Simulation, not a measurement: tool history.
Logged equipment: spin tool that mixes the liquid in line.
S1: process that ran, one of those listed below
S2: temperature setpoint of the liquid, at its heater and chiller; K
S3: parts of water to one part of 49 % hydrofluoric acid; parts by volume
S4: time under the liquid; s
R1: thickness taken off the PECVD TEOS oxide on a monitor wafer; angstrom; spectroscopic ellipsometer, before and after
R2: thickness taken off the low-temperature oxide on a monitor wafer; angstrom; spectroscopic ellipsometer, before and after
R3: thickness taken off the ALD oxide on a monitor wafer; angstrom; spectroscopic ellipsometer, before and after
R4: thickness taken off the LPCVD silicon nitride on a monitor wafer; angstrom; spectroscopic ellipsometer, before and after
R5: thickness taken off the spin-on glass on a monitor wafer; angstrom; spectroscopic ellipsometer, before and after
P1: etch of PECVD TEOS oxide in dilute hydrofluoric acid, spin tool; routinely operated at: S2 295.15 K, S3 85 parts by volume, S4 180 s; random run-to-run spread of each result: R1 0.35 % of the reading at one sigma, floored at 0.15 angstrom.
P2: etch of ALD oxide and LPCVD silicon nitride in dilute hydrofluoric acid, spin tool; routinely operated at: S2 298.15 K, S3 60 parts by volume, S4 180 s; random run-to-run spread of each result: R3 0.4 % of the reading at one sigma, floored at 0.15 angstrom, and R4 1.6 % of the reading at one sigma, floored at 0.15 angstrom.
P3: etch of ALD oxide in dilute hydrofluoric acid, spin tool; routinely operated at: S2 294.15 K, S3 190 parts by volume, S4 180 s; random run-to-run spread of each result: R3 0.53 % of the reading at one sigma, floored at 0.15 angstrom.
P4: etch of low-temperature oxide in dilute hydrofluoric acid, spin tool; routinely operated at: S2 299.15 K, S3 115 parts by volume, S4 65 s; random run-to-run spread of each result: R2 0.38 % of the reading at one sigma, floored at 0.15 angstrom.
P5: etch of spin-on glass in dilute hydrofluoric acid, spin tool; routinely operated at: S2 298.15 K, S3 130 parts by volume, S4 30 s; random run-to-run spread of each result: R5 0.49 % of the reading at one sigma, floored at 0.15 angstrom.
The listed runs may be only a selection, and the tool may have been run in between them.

Run 1, hour 13.9: S1 P1, S2 295.15 K, S3 85 parts by volume, S4 180 s. Result: R1 375.50 angstrom.
Run 2, hour 30.6: S1 P4, S2 299.15 K, S3 115 parts by volume, S4 65 s. Result: R2 65.418 angstrom.
Run 3, hour 42.5: S1 P1, S2 295.15 K, S3 85 parts by volume, S4 330 s. Result: R1 682.99 angstrom.
Run 4, hour 58.0: S1 P2, S2 298.15 K, S3 60 parts by volume, S4 180 s. Result: R3 479.28 angstrom, R4 14.3990 angstrom.
Run 5, hour 70.7: S1 P1, S2 300.65 K, S3 85 parts by volume, S4 180 s. Result: R1 465.77 angstrom.
Run 6, hour 87.8: S1 P1, S2 295.15 K, S3 85 parts by volume, S4 180 s. Result: R1 375.79 angstrom.
Run 7, hour 97.6: S1 P2, S2 298.15 K, S3 60 parts by volume, S4 345 s. Result: R3 919.77 angstrom, R4 27.9870 angstrom.
Run 8, hour 115.6: S1 P5, S2 298.15 K, S3 130 parts by volume, S4 30 s. Result: R5 51.359 angstrom.
Run 9, hour 124.0: S1 P4, S2 299.15 K, S3 25 parts by volume, S4 65 s. Result: R2 340.350 angstrom.
Run 10, hour 136.3: S1 P1, S2 290.15 K, S3 85 parts by volume, S4 180 s. Result: R1 305.55 angstrom.
Run 11, hour 147.7: S1 P3, S2 294.15 K, S3 190 parts by volume, S4 180 s. Result: R3 181.32 angstrom.
Run 12, hour 158.6: S1 P2, S2 298.15 K, S3 95 parts by volume, S4 180 s. Result: R3 287.93 angstrom, R4 9.2918 angstrom.
Run 13, hour 175.8: S1 P5, S2 298.15 K, S3 130 parts by volume, S4 55 s. Result: R5 94.846 angstrom.
Run 14, hour 192.5: S1 P3, S2 299.15 K, S3 190 parts by volume, S4 180 s. Result: R3 217.74 angstrom.
Run 15, hour 209.8: S1 P1, S2 295.15 K, S3 85 parts by volume, S4 100 s. Result: R1 207.55 angstrom.
Run 16, hour 221.9: S1 P1, S2 295.15 K, S3 85 parts by volume, S4 180 s. Result: R1 374.40 angstrom.
Run 17, hour 234.9: S1 P5, S2 291.15 K, S3 130 parts by volume, S4 30 s. Result: R5 39.169 angstrom.
Run 18, hour 245.1: S1 P1, S2 295.15 K, S3 85 parts by volume, S4 180 s. Result: R1 372.26 angstrom.
Run 19, hour 259.3: S1 P5, S2 298.15 K, S3 80 parts by volume, S4 30 s. Result: R5 88.584 angstrom.
Run 20, hour 273.1: S1 P3, S2 294.15 K, S3 190 parts by volume, S4 365 s. Result: R3 368.37 angstrom.
Run 21, hour 283.5: S1 P4, S2 294.65 K, S3 115 parts by volume, S4 65 s. Result: R2 54.733 angstrom.
Run 22, hour 301.7: S1 P4, S2 299.15 K, S3 115 parts by volume, S4 110 s. Result: R2 110.520 angstrom.
Run 23, hour 311.8: S1 P1, S2 295.15 K, S3 85 parts by volume, S4 180 s. Result: R1 376.29 angstrom.
Run 24, hour 328.0: S1 P2, S2 294.15 K, S3 60 parts by volume, S4 180 s. Result: R3 405.70 angstrom, R4 10.9030 angstrom.
Run 25, hour 344.4: S1 P1, S2 295.15 K, S3 120 parts by volume, S4 180 s. Result: R1 256.59 angstrom.
Run 26, hour 356.3: S1 P1, S2 295.15 K, S3 25 parts by volume, S4 180 s. Result: R1 1365.90 angstrom.
Run 27, hour 365.7: S1 P3, S2 294.15 K, S3 80 parts by volume, S4 180 s. Result: R3 485.41 angstrom.
Run 28, hour 374.1: S1 P1, S2 301.65 K, S3 85 parts by volume, S4 320 s. Result: R1 857.65 angstrom.
Run 29, hour 386.5: S1 P1, S2 295.15 K, S3 85 parts by volume, S4 180 s. Result: R1 375.73 angstrom.
Run 30, hour 396.8: S1 P1, S2 295.15 K, S3 85 parts by volume, S4 180 s. Result: R1 386.43 angstrom.
Run 31, hour 405.9: S1 P1, S2 295.15 K, S3 85 parts by volume, S4 180 s. Result: R1 390.43 angstrom.
Run 32, hour 419.9: S1 P1, S2 295.15 K, S3 85 parts by volume, S4 180 s. Result: R1 398.64 angstrom.
Run 33, hour 429.7: S1 P1, S2 295.15 K, S3 85 parts by volume, S4 180 s. Result: R1 399.33 angstrom.
Run 34, hour 448.3: S1 P1, S2 295.15 K, S3 85 parts by volume, S4 180 s. Result: R1 402.62 angstrom.
Run 35, hour 460.5: S1 P1, S2 295.15 K, S3 85 parts by volume, S4 180 s. Result: R1 401.54 angstrom.

What will run 36 give?
Run 36, hour 473.8: S1 P1, S2 295.15 K, S3 85 parts by volume, S4 180 s. Result: R1 ?.

{"run 36": {"R1": 404.82}}
